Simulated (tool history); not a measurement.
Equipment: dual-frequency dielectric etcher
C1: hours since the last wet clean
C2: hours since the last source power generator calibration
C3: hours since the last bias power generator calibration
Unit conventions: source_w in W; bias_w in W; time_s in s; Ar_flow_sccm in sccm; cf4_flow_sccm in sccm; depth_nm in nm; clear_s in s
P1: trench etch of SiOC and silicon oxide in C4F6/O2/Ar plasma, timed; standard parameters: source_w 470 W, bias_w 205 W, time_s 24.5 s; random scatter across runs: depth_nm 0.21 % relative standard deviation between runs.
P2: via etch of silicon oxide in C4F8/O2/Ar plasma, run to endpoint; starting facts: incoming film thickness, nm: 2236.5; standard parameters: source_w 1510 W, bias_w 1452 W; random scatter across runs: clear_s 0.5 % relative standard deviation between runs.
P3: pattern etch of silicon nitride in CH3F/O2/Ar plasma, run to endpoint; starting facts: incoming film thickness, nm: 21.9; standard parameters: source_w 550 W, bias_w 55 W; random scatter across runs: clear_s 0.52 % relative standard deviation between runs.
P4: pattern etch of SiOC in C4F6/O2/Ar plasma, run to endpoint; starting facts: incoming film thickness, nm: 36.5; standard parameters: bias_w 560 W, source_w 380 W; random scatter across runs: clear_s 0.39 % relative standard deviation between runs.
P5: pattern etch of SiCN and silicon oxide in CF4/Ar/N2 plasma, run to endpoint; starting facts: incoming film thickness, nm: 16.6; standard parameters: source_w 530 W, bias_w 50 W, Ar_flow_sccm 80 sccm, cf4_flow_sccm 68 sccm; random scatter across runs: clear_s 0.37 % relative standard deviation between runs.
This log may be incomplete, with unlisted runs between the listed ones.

{"run": 1, "hour": 8.3, "process": "P1", "source_w": 470, "bias_w": 205, "time_s": 24.5, "C1": 70.1, "C2": 2844.8, "C3": 1633.9, "depth_nm": 53.444}
{"run": 2, "hour": 18.9, "process": "P1", "source_w": 470, "bias_w": 205, "time_s": 24.5, "C1": 80.7, "C2": 2855.4, "C3": 1644.5, "depth_nm": 53.425}
{"run": 3, "hour": 28.7, "process": "P1", "source_w": 560, "bias_w": 205, "time_s": 24.5, "C1": 90.5, "C2": 2865.2, "C3": 1654.3, "depth_nm": 57.452}
{"run": 4, "hour": 39.8, "process": "P1", "source_w": 470, "bias_w": 148, "time_s": 24.5, "C1": 101.6, "C2": 2876.3, "C3": 1665.4, "depth_nm": 48.116}
{"run": 5, "hour": 53.8, "process": "P2", "source_w": 970, "bias_w": 1452, "C1": 115.6, "C2": 2890.3, "C3": 1679.4, "clear_s": 648.84}
{"run": 6, "hour": 68.1, "process": "P1", "source_w": 470, "bias_w": 205, "time_s": 16.5, "C1": 129.9, "C2": 2904.6, "C3": 1693.7, "depth_nm": 35.872}
{"hour": 70.7, "done": "source power generator calibrated"}
{"run": 7, "hour": 75.7, "process": "P2", "source_w": 1510, "bias_w": 1452, "C1": 137.5, "C2": 5.1, "C3": 1701.3, "clear_s": 540.3}
{"run": 8, "hour": 89.1, "process": "P5", "source_w": 530, "bias_w": 50, "Ar_flow_sccm": 50, "cf4_flow_sccm": 68, "C1": 150.9, "C2": 18.5, "C3": 1714.7, "clear_s": 16.667}
{"run": 9, "hour": 100.7, "process": "P3", "source_w": 550, "bias_w": 55, "C1": 162.5, "C2": 30.1, "C3": 1726.3, "clear_s": 31.605}
{"run": 10, "hour": 114.1, "process": "P5", "source_w": 530, "bias_w": 50, "Ar_flow_sccm": 80, "cf4_flow_sccm": 85, "C1": 175.9, "C2": 43.5, "C3": 1739.7, "clear_s": 17.177}
{"run": 11, "hour": 128.4, "process": "P5", "source_w": 530, "bias_w": 34, "Ar_flow_sccm": 80, "cf4_flow_sccm": 68, "C1": 190.2, "C2": 57.8, "C3": 1754.0, "clear_s": 19.91}
{"run": 12, "hour": 138.9, "process": "P4", "source_w": 380, "bias_w": 560, "C1": 200.7, "C2": 68.3, "C3": 1764.5, "clear_s": 12.373}
{"run": 13, "hour": 151.2, "process": "P1", "source_w": 470, "bias_w": 205, "time_s": 32.5, "C1": 213.0, "C2": 80.6, "C3": 1776.8, "depth_nm": 70.865}
{"run": 14, "hour": 162.8, "process": "P1", "source_w": 330, "bias_w": 205, "time_s": 24.5, "C1": 224.6, "C2": 92.2, "C3": 1788.4, "depth_nm": 46.506}
{"run": 15, "hour": 174.1, "process": "P5", "source_w": 340, "bias_w": 50, "Ar_flow_sccm": 80, "cf4_flow_sccm": 68, "C1": 235.9, "C2": 103.5, "C3": 1799.7, "clear_s": 26.675}
{"run": 16, "hour": 186.3, "process": "P1", "source_w": 470, "bias_w": 205, "time_s": 24.5, "C1": 248.1, "C2": 115.7, "C3": 1811.9, "depth_nm": 53.221}
{"run": 17, "hour": 193.8, "process": "P5", "source_w": 530, "bias_w": 50, "Ar_flow_sccm": 80, "cf4_flow_sccm": 68, "C1": 255.6, "C2": 123.2, "C3": 1819.4, "clear_s": 17.83}
{"run": 18, "hour": 200.2, "process": "P3", "source_w": 550, "bias_w": 41, "C1": 262.0, "C2": 129.6, "C3": 1825.8, "clear_s": 34.347}
{"run": 19, "hour": 214.0, "process": "P4", "source_w": 230, "bias_w": 560, "C1": 275.8, "C2": 143.4, "C3": 1839.6, "clear_s": 14.826}
{"run": 20, "hour": 227.6, "process": "P1", "source_w": 300, "bias_w": 205, "time_s": 31.0, "C1": 289.4, "C2": 157.0, "C3": 1853.2, "depth_nm": 56.864}

Forecast run 21:
{"run": 21, "hour": 235.9, "process": "P1", "source_w": 470, "bias_w": 205, "time_s": 24.5, "C1": 297.7, "C2": 165.3, "C3": 1861.5, "depth_nm": "?"}

Run 21 measured depth_nm 53.376 nm.

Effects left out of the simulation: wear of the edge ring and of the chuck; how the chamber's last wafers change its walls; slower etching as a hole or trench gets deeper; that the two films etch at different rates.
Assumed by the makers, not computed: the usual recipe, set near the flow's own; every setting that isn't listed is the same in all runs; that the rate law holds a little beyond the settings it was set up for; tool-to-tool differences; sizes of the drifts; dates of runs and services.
